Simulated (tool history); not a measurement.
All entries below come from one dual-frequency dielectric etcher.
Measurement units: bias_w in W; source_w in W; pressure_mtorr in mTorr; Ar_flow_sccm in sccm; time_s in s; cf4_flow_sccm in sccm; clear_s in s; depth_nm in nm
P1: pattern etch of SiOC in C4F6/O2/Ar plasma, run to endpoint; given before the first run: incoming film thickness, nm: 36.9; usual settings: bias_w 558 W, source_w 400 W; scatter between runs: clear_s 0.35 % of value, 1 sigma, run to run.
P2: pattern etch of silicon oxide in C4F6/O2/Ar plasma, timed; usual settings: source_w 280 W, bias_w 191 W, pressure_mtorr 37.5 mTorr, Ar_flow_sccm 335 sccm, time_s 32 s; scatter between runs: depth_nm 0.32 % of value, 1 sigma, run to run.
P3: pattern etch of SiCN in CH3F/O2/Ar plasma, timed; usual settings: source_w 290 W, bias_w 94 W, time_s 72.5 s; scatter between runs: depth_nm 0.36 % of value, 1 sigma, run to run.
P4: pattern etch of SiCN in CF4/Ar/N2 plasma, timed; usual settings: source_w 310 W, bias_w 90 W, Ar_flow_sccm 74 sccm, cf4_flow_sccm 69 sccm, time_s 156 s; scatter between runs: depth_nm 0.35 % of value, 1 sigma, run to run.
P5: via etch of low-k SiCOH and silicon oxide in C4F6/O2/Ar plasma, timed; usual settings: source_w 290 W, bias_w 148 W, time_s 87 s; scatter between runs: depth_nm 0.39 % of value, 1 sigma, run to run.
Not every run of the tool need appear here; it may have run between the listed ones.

| run | day | process | bias_w | source_w | pressure_mtorr | Ar_flow_sccm | time_s | cf4_flow_sccm | hours since the last wet clean | hours since the last bias power generator calibration | hours since the last source power generator calibration | clear_s | depth_nm |
|---|---|---|---|---|---|---|---|---|---|---|---|---|---|
| 1 | 0.179 | P1 | 558 | 400 |  |  |  |  | 123.1 | 470 | 1094.8 | 11.831 |  |
| 2 | 0.475 | P2 | 191 | 280 | 37.5 | 335 | 32 |  | 130.2 | 477.1 | 1101.9 |  | 87.697 |
| 3 | 0.746 | P2 | 191 | 280 | 37.5 | 220 | 32 |  | 136.7 | 483.6 | 1108.4 |  | 92.512 |
| 4 | 0.95 | P1 | 558 | 270 |  |  |  |  | 141.6 | 488.5 | 1113.3 | 13.654 |  |
| 5 | 1.133 | P4 | 90 | 310 |  | 74 | 156 | 69 | 146 | 492.9 | 1117.7 |  | 106.23 |
| 6 | 1.462 | P4 | 90 | 220 |  | 74 | 156 | 69 | 153.9 | 500.8 | 1125.6 |  | 78.874 |
| 7 | 1.8 | P3 | 94 | 290 |  |  | 72.5 |  | 162 | 508.9 | 1133.7 |  | 26.267 |
| 8 | 2.121 | P3 | 94 | 190 |  |  | 72.5 |  | 169.7 | 516.6 | 1141.4 |  | 22.479 |
| 9 | 2.458 | P4 | 66 | 310 |  | 74 | 156 | 69 | 177.8 | 524.7 | 1149.5 |  | 95.185 |
| 10 | 2.75 | P4 | 90 | 310 |  | 74 | 156 | 69 | 184.8 | 531.7 | 1156.5 |  | 106.55 |
| 11 | 3.092 | P4 | 90 | 310 |  | 74 | 156 | 44 | 193 | 539.9 | 1164.7 |  | 100.48 |
| 12 | 3.312 | P2 | 191 | 350 | 37.5 | 335 | 32 |  | 198.3 | 545.2 | 1170 |  | 95.534 |
| 13 | 3.508 | P1 | 395 | 530 |  |  |  |  | 203 | 549.9 | 1174.7 | 12.12 |  |
| 14 | 3.829 | P5 | 148 | 350 |  |  | 87 |  | 210.7 | 557.6 | 1182.4 |  | 222.32 |
| 15 | 4.179 | P2 | 116 | 280 | 37.5 | 335 | 32 |  | 219.1 | 566 | 1190.8 |  | 75.44 |
| 16 | 4.483 | P1 | 706 | 400 |  |  |  |  | 226.4 | 573.3 | 1198.1 | 10.81 |  |
| 17 | 4.654 | P2 | 191 | 280 | 37.5 | 335 | 32 |  | 230.5 | 577.4 | 1202.2 |  | 88.335 |
| 18 | 4.967 | P1 | 558 | 490 |  |  |  |  | 238 | 584.9 | 1209.7 | 10.987 |  |
| 19 | 5.179 | P1 | 326 | 400 |  |  |  |  | 243.1 | 590 | 1214.8 | 14.413 |  |
| 20 | 5.371 | P1 | 367 | 250 |  |  |  |  | 247.7 | 594.6 | 1219.4 | 16.543 |  |
| 21 | 5.55 | P5 | 148 | 290 |  |  | 87 |  | 252 | 598.9 | 1223.7 |  | 207.48 |
| 22 | 5.771 | P1 | 558 | 400 |  |  |  |  | 257.3 | 604.2 | 1229 | 11.757 |  |
| 23 | 6.142 | P1 | 776 | 290 |  |  |  |  | 266.2 | 613.1 | 1237.9 | 11.72 |  |
| 24 | 6.329 | P2 | 191 | 280 | 46 | 335 | 32 |  | 270.7 | 617.6 | 1242.4 |  | 86.208 |
| 25 | 6.6 | P3 | 94 | 290 |  |  | 105.5 |  | 277.2 | 624.1 | 1248.9 |  | 38.515 |
| 26 | 6.896 | P1 | 558 | 400 |  |  |  |  | 284.3 | 631.2 | 1256 | 11.787 |  |
| 27 | 7.175 | P1 | 558 | 400 |  |  |  |  | 291 | 637.9 | 1262.7 | 11.838 |  |
| 28 | 7.496 | P1 | 558 | 400 |  |  |  |  | 298.7 | 645.6 | 1270.4 | 11.816 |  |
| 29 | 7.846 | P4 | 90 | 310 |  | 102 | 156 | 69 | 307.1 | 654 | 1278.8 |  | 103.11 |
| 30 | 8.138 | P3 | 65 | 290 |  |  | 72.5 |  | 314.1 | 661 | 1285.8 |  | 23.2 |
| 31 | 8.312 | P5 | 104 | 290 |  |  | 87 |  | 318.3 | 665.2 | 1290 |  | 186.38 |
| 32 | 8.592 | P2 | 191 | 280 | 37.5 | 335 | 41 |  | 325 | 671.9 | 1296.7 |  | 113.18 |
| 33 | 8.783 | P1 | 558 | 400 |  |  |  |  | 329.6 | 676.5 | 1301.3 | 11.804 |  |
| 34 | 9.062 | P4 | 90 | 310 |  | 74 | 200.5 | 69 | 336.3 | 683.2 | 1308 |  | 137.43 |
| 35 | 9.238 | P5 | 148 | 290 |  |  | 49 |  | 340.5 | 687.4 | 1312.2 |  | 116.51 |
| 36 | 9.396 | P1 | 558 | 400 |  |  |  |  | 344.3 | 691.2 | 1316 | 11.809 |  |
| 37 | 9.7 | P1 | 558 | 400 |  |  |  |  | 351.6 | 698.5 | 1323.3 | 11.693 |  |
| 38 | 10.004 | P1 | 558 | 400 |  |  |  |  | 358.9 | 705.8 | 1330.6 | 11.704 |  |
| 39 | 10.333 | P1 | 558 | 400 |  |  |  |  | 366.8 | 713.7 | 1338.5 | 11.647 |  |
| 40 | 10.571 | P1 | 558 | 400 |  |  |  |  | 372.5 | 719.4 | 1344.2 | 11.597 |  |
|  | 10.788 | wet clean of the chamber |
| 41 | 10.792 | P1 | 558 | 400 |  |  |  |  | 0.1 | 724.7 | 1349.5 | 11.628 |  |
| 42 | 10.971 | P1 | 558 | 400 |  |  |  |  | 4.4 | 729 | 1353.8 | 11.537 |  |
| 43 | 11.312 | P1 | 558 | 400 |  |  |  |  | 12.6 | 737.2 | 1362 | 11.573 |  |
| 44 | 11.638 | P1 | 558 | 400 |  |  |  |  | 20.4 | 745 | 1369.8 | 11.607 |  |

Compared with where it was, what P1 gives has crept away. Each cause listed below fits the log as well as the rest, at the size given for it:
A: source power that arrives over what is set, % = 4.84
B: bias power that arrives over what is set, % = 4.68
The creep began at about day 9.396.
Each remaining cause and why it is not a fit:
chamber walls in a state that raises the etch rate, %: maintenance at day 10.788, after the shift began, did not return the process to its former output

Below are 4 check runs, each on a single wafer, with their results shown as question marks. Which of them would tell the listed causes apart, meaning the causes would give clearly different results under it?
| check 1 | 11.962 | P3 | 94 | 290 |  |  | 72.5 |  |  |  |  |  | ? |
| check 2 | 11.962 | P4 | 90 | 310 |  | 74 | 156 | 69 |  |  |  |  | ? |
| check 3 | 11.962 | P5 | 148 | 290 |  |  | 87 |  |  |  |  |  | ? |
| check 4 | 11.962 | P2 | 191 | 280 | 37.5 | 335 | 32 |  |  |  |  |  | ? |

Expected result of each check under each candidate cause:
| check | result | if A | if B |
|---|---|---|---|
| check 1 | depth_nm | 26.875 | 26.878 |
| check 2 | depth_nm | 110.89 | 108.15 |
| check 3 | depth_nm | 211.22 | 210.33 |
| check 4 | depth_nm | 89.744 | 89.463 |
How far apart the two closest causes lie, in the result that separates them most: check 1 0.01 %; check 2 2.5 %; check 3 0.43 %; check 4 0.31 %
Only check 2 tells the causes apart: in the others they would give nearly the same result.

After running check 2, the following was obtained: depth_nm 111.56 nm. Which cause does this point to?

A is the cause: source power that arrives over what is set, %.

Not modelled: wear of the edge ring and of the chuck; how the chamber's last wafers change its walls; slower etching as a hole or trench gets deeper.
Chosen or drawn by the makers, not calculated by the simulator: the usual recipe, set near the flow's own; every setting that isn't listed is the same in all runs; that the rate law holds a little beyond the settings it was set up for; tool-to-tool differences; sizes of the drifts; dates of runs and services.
